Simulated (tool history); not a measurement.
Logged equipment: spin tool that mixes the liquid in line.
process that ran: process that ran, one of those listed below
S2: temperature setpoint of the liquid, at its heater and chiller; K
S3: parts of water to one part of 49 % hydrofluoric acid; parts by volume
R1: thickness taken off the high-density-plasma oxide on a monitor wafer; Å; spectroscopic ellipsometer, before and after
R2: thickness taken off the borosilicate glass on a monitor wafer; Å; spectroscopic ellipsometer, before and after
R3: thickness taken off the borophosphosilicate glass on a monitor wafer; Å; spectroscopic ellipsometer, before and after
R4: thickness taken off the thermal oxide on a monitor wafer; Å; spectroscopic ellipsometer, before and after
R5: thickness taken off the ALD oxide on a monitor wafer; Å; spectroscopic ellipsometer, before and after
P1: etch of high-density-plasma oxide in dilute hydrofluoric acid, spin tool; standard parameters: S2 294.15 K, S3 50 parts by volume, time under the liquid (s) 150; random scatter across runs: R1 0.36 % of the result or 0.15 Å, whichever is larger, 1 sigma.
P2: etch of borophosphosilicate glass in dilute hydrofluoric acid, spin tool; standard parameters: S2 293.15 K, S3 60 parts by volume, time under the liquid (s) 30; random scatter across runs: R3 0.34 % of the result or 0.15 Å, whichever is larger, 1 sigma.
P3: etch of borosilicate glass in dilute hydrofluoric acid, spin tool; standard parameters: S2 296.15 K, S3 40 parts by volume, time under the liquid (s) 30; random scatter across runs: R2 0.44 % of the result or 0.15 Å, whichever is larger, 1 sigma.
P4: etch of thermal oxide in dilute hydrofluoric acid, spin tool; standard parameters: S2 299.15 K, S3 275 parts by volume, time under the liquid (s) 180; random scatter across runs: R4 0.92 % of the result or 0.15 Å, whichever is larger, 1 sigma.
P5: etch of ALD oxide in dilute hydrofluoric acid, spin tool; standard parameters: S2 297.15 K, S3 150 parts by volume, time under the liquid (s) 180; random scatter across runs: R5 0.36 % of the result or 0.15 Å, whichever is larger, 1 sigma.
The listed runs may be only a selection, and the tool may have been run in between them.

{"run": 1, "hour": 6.8, "process that ran": "P1", "S2": 294.15, "S3": 50, "time under the liquid (s)": 150, "R1": 182.0}
{"run": 2, "hour": 12.7, "process that ran": "P3", "S2": 290.15, "S3": 40, "time under the liquid (s)": 30, "R2": 150.42}
{"run": 3, "hour": 23.3, "process that ran": "P2", "S2": 293.15, "S3": 60, "time under the liquid (s)": 30, "R3": 154.32}
{"run": 4, "hour": 32.6, "process that ran": "P4", "S2": 299.15, "S3": 275, "time under the liquid (s)": 180, "R4": 26.922}
{"run": 5, "hour": 39.7, "process that ran": "P5", "S2": 297.15, "S3": 30, "time under the liquid (s)": 180, "R5": 657.29}
{"run": 6, "hour": 45.7, "process that ran": "P2", "S2": 293.15, "S3": 60, "time under the liquid (s)": 15, "R3": 76.888}
{"run": 7, "hour": 51.9, "process that ran": "P5", "S2": 302.15, "S3": 150, "time under the liquid (s)": 180, "R5": 134.64}
{"run": 8, "hour": 61.6, "process that ran": "P2", "S2": 293.15, "S3": 30, "time under the liquid (s)": 30, "R3": 319.45}
{"run": 9, "hour": 67.4, "process that ran": "P1", "S2": 294.15, "S3": 50, "time under the liquid (s)": 20, "R1": 24.136}
{"run": 10, "hour": 75.9, "process that ran": "P3", "S2": 296.15, "S3": 40, "time under the liquid (s)": 30, "R2": 194.51}
{"run": 11, "hour": 80.9, "process that ran": "P1", "S2": 290.15, "S3": 50, "time under the liquid (s)": 215, "R1": 219.07}
{"run": 12, "hour": 88.8, "process that ran": "P5", "S2": 297.15, "S3": 150, "time under the liquid (s)": 180, "R5": 112.56}
{"run": 13, "hour": 94.3, "process that ran": "P1", "S2": 302.65, "S3": 50, "time under the liquid (s)": 150, "R1": 258.26}
{"run": 14, "hour": 101.0, "process that ran": "P4", "S2": 305.15, "S3": 275, "time under the liquid (s)": 180, "R4": 33.102}
{"run": 15, "hour": 108.0, "process that ran": "P1", "S2": 298.15, "S3": 50, "time under the liquid (s)": 75, "R1": 107.18}
{"run": 16, "hour": 118.2, "process that ran": "P4", "S2": 299.15, "S3": 275, "time under the liquid (s)": 350, "R4": 53.539}
{"run": 17, "hour": 125.4, "process that ran": "P4", "S2": 299.15, "S3": 395, "time under the liquid (s)": 180, "R4": 16.882}
{"run": 18, "hour": 134.8, "process that ran": "P3", "S2": 296.15, "S3": 40, "time under the liquid (s)": 30, "R2": 195.99}
{"run": 19, "hour": 145.2, "process that ran": "P1", "S2": 294.15, "S3": 50, "time under the liquid (s)": 150, "R1": 181.69}
{"run": 20, "hour": 155.1, "process that ran": "P1", "S2": 294.15, "S3": 25, "time under the liquid (s)": 150, "R1": 376.57}
{"run": 21, "hour": 163.1, "process that ran": "P1", "S2": 294.15, "S3": 50, "time under the liquid (s)": 150, "R1": 182.15}
{"run": 22, "hour": 170.3, "process that ran": "P1", "S2": 290.15, "S3": 50, "time under the liquid (s)": 150, "R1": 153.82}
{"run": 23, "hour": 181.0, "process that ran": "P1", "S2": 294.15, "S3": 50, "time under the liquid (s)": 260, "R1": 317.32}
{"run": 24, "hour": 187.8, "process that ran": "P3", "S2": 296.15, "S3": 40, "time under the liquid (s)": 15, "R2": 98.104}
{"run": 25, "hour": 194.0, "process that ran": "P1", "S2": 294.15, "S3": 30, "time under the liquid (s)": 270, "R1": 565.86}
{"run": 26, "hour": 204.3, "process that ran": "P1", "S2": 294.15, "S3": 90, "time under the liquid (s)": 150, "R1": 96.781}
{"run": 27, "hour": 210.0, "process that ran": "P3", "S2": 296.15, "S3": 20, "time under the liquid (s)": 30, "R2": 402.22}
{"run": 28, "hour": 216.0, "process that ran": "P5", "S2": 297.15, "S3": 150, "time under the liquid (s)": 180, "R5": 112.91}
{"run": 29, "hour": 222.6, "process that ran": "P5", "S2": 297.15, "S3": 150, "time under the liquid (s)": 360, "R5": 225.91}
{"run": 30, "hour": 230.0, "process that ran": "P1", "S2": 294.15, "S3": 50, "time under the liquid (s)": 150, "R1": 182.49}
{"run": 31, "hour": 238.5, "process that ran": "P1", "S2": 294.15, "S3": 50, "time under the liquid (s)": 150, "R1": 180.98}
{"run": 32, "hour": 244.2, "process that ran": "P2", "S2": 290.15, "S3": 60, "time under the liquid (s)": 30, "R3": 134.86}
{"run": 33, "hour": 253.7, "process that ran": "P1", "S2": 294.15, "S3": 50, "time under the liquid (s)": 150, "R1": 182.23}
{"run": 34, "hour": 262.5, "process that ran": "P1", "S2": 294.15, "S3": 50, "time under the liquid (s)": 150, "R1": 176.0}
{"run": 35, "hour": 273.2, "process that ran": "P1", "S2": 294.15, "S3": 50, "time under the liquid (s)": 150, "R1": 170.85}
{"run": 36, "hour": 281.7, "process that ran": "P1", "S2": 294.15, "S3": 50, "time under the liquid (s)": 150, "R1": 168.5}
{"run": 37, "hour": 289.6, "process that ran": "P1", "S2": 294.15, "S3": 50, "time under the liquid (s)": 150, "R1": 166.71}
{"run": 38, "hour": 298.2, "process that ran": "P1", "S2": 294.15, "S3": 50, "time under the liquid (s)": 150, "R1": 165.73}
{"run": 39, "hour": 304.2, "process that ran": "P1", "S2": 294.15, "S3": 50, "time under the liquid (s)": 150, "R1": 166.08}
{"run": 40, "hour": 313.4, "process that ran": "P1", "S2": 294.15, "S3": 50, "time under the liquid (s)": 150, "R1": 165.22}
{"run": 41, "hour": 322.8, "process that ran": "P1", "S2": 294.15, "S3": 50, "time under the liquid (s)": 150, "R1": 165.91}
{"run": 42, "hour": 331.9, "process that ran": "P1", "S2": 294.15, "S3": 50, "time under the liquid (s)": 150, "R1": 165.46}

The log shows P1 creeping away from where it was. Any of the 2 causes listed here, at the size stated for it, fits the log just as well as the others:
A: hydrofluoric acid flow below the setpoint (%) = 8.97
B: liquid colder than its thermometer reads (K) = 2.36
Onset of the creep was near hour 253.7.

Below are 4 check runs, each averaged over 5 wafers, with their results shown as question marks. Which of them would give clearly different results depending on which cause is behind the drift?
{"run": "check 1", "hour": 341.0, "process that ran": "P2", "S2": 290.15, "S3": 60, "time under the liquid (s)": 30, "R3": "?"}
{"run": "check 2", "hour": 341.0, "process that ran": "P3", "S2": 292.15, "S3": 40, "time under the liquid (s)": 30, "R2": "?"}
{"run": "check 3", "hour": 341.0, "process that ran": "P5", "S2": 297.15, "S3": 40, "time under the liquid (s)": 345, "R5": "?"}
{"run": "check 4", "hour": 341.0, "process that ran": "P4", "S2": 299.15, "S3": 275, "time under the liquid (s)": 350, "R4": "?"}

Check results expected under each cause:
check=check_1 result=R3 if_A=122.120 if_B=121.810
check=check_2 result=R2 if_A=149.430 if_B=148.820
check=check_3 result=R5 if_A=840.20 if_B=840.55
check=check_4 result=R4 if_A=46.910 if_B=48.795
Gap, in per cent, between the two causes that each check separates least, read from the result that separates them most: check 1 0.25 %; check 2 0.41 %; check 3 0.04 %; check 4 3.94 %
Only check 4 tells the causes apart: in the others they would give nearly the same result.

Here is what check 4 returned: R4 47.169 Å. Which cause is it?

A is the cause: hydrofluoric acid flow below the setpoint (%).
